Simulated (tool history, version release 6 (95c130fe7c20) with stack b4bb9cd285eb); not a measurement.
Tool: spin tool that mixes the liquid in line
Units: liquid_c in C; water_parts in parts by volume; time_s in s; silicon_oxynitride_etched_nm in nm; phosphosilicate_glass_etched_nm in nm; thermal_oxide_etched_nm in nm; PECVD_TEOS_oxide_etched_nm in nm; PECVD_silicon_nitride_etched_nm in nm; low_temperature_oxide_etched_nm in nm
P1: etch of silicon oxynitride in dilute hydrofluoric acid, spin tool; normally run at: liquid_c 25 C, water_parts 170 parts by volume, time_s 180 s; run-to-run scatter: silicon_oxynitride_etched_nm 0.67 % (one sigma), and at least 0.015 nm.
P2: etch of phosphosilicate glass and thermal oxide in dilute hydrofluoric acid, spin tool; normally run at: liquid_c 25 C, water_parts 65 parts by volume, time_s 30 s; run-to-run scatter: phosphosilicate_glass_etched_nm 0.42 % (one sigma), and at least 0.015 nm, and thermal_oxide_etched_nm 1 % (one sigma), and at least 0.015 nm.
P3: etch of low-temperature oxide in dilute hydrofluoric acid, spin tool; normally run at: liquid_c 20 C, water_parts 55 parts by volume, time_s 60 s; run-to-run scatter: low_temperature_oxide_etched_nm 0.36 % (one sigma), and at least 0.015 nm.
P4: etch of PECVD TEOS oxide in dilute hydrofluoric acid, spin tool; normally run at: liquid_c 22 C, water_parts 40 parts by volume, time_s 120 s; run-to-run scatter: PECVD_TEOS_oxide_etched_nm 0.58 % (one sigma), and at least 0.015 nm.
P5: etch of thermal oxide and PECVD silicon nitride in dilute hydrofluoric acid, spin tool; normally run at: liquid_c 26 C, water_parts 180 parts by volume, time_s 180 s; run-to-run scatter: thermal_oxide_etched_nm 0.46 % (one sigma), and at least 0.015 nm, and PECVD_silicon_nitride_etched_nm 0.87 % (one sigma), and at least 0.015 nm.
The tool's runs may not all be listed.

run,hour,process,liquid_c,water_parts,time_s,hours since the thermometer was replaced,hours since the hydrofluoric acid flow meter was replaced,silicon_oxynitride_etched_nm,phosphosilicate_glass_etched_nm,thermal_oxide_etched_nm,PECVD_TEOS_oxide_etched_nm,PECVD_silicon_nitride_etched_nm,low_temperature_oxide_etched_nm
1,4.7,P1,25,170,180,976.3,272.9,3.6297,,,,,
2,9.3,P2,25,65,55,980.9,277.5,,69.32,4.2706,,,
3,14.9,P1,25,170,180,986.5,283.1,3.5814,,,,,
4,19.7,P1,25,100,180,991.3,287.9,6.3559,,,,,
5,23.1,P4,22,60,120,994.7,291.3,,,,36.515,,
6,27.5,P2,25,65,30,999.1,295.7,,37.793,2.3578,,,
7,32.6,P1,25,170,295,1004.2,300.8,5.8248,,,,,
8,37.4,P5,26,180,50,1009,305.6,,,1.2485,,0.7285,
9,40.3,P5,26,180,180,1011.9,308.5,,,4.4849,,2.544,
10,45.6,P3,20,55,60,1017.2,313.8,,,,,,10.427
11,48.7,P1,17.5,170,70,1020.3,316.9,0.96649,,,,,
12,52.7,P3,17,55,60,1024.3,320.9,,,,,,9.2061
13,57.4,P5,26,45,180,1029,325.6,,,21.275,,10.105,
14,61.8,P3,20,55,60,1033.4,330,,,,,,10.474
15,64.6,P3,20,90,60,1036.2,332.8,,,,,,6.1525
16,68,P5,30.5,180,180,1039.6,336.2,,,5.2999,,3.4095,
17,72.9,P4,22,40,120,1044.5,341.1,,,,56.144,,
18,76.1,P4,17,40,120,1047.7,344.3,,,,45.508,,
19,79.6,P1,25,170,75,1051.2,347.8,1.482,,,,,
20,83.4,P1,29,170,180,1055,351.6,4.2616,,,,,
21,88.9,P1,25,275,180,1060.5,357.1,1.9758,,,,,
22,93.2,P2,20,65,30,1064.8,361.4,,30.58,1.9259,,,
23,96.8,P4,22,40,180,1068.4,365,,,,84.305,,
24,102.2,P2,25,25,30,1073.8,370.4,,103.67,6.45,,,
25,106.9,P1,25,170,180,1078.5,375.1,3.5517,,,,,
26,111.8,P1,18.5,170,300,1083.4,380,4.4147,,,,,
27,116.4,P3,20,55,115,1088,384.6,,,,,,20.031
28,121.3,P1,17,170,180,1092.9,389.5,2.4444,,,,,
29,125.2,P2,25,65,30,1096.8,393.4,,38.285,2.4126,,,
30,128,P1,25,170,180,1099.6,396.2,3.5518,,,,,
31,131.3,P1,25,170,180,1102.9,399.5,3.5674,,,,,
32,134.9,P1,25,170,180,1106.5,403.1,3.4161,,,,,
33,139.6,P1,25,170,180,1111.2,407.8,3.3649,,,,,
34,142.1,P1,25,170,180,1113.7,410.3,3.3769,,,,,
35,147.1,P1,25,170,180,1118.7,415.3,3.3281,,,,,
36,151.1,P1,25,170,180,1122.7,419.3,3.3418,,,,,
37,154.6,P1,25,170,180,1126.2,422.8,3.3115,,,,,

What P1 gives has crept away from where it was. These 2 causes fit the log equally well, each at the size given:
A: hydrofluoric acid flow below the setpoint (%) = 5.57
B: liquid colder than its thermometer reads (K) = 1.45
The creep began at about hour 131.3.

4 check runs are offered, each on 5 wafers whose results are averaged, their results left as question marks. Which one tells the causes apart?
check 1,158.1,P5,26,180,180,,,,,?,,?,
check 2,158.1,P2,25,65,30,,,,?,?,,,
check 3,158.1,P4,22,40,120,,,,,,?,,
check 4,158.1,P3,20,55,60,,,,,,,,?

What each check would give under each cause:
check,result,if A,if B
check 1,thermal_oxide_etched_nm,4.1617,4.2285
check 1,PECVD_silicon_nitride_etched_nm,2.4406,2.3588
check 2,phosphosilicate_glass_etched_nm,35.551,35.675
check 2,thermal_oxide_etched_nm,2.2134,2.2212
check 3,PECVD_TEOS_oxide_etched_nm,52.952,52.894
check 4,low_temperature_oxide_etched_nm,9.8342,9.828
How far apart the two closest causes lie, in the result that separates them most: check 1 3.41 %; check 2 0.35 %; check 3 0.11 %; check 4 0.06 %
Only check 1 tells the causes apart: in the others they would give nearly the same result.

Then check 1 was run and gave: thermal_oxide_etched_nm 4.2278 nm; PECVD_silicon_nitride_etched_nm 2.3662 nm. Which cause is it?

It is B: liquid colder than its thermometer reads (K).

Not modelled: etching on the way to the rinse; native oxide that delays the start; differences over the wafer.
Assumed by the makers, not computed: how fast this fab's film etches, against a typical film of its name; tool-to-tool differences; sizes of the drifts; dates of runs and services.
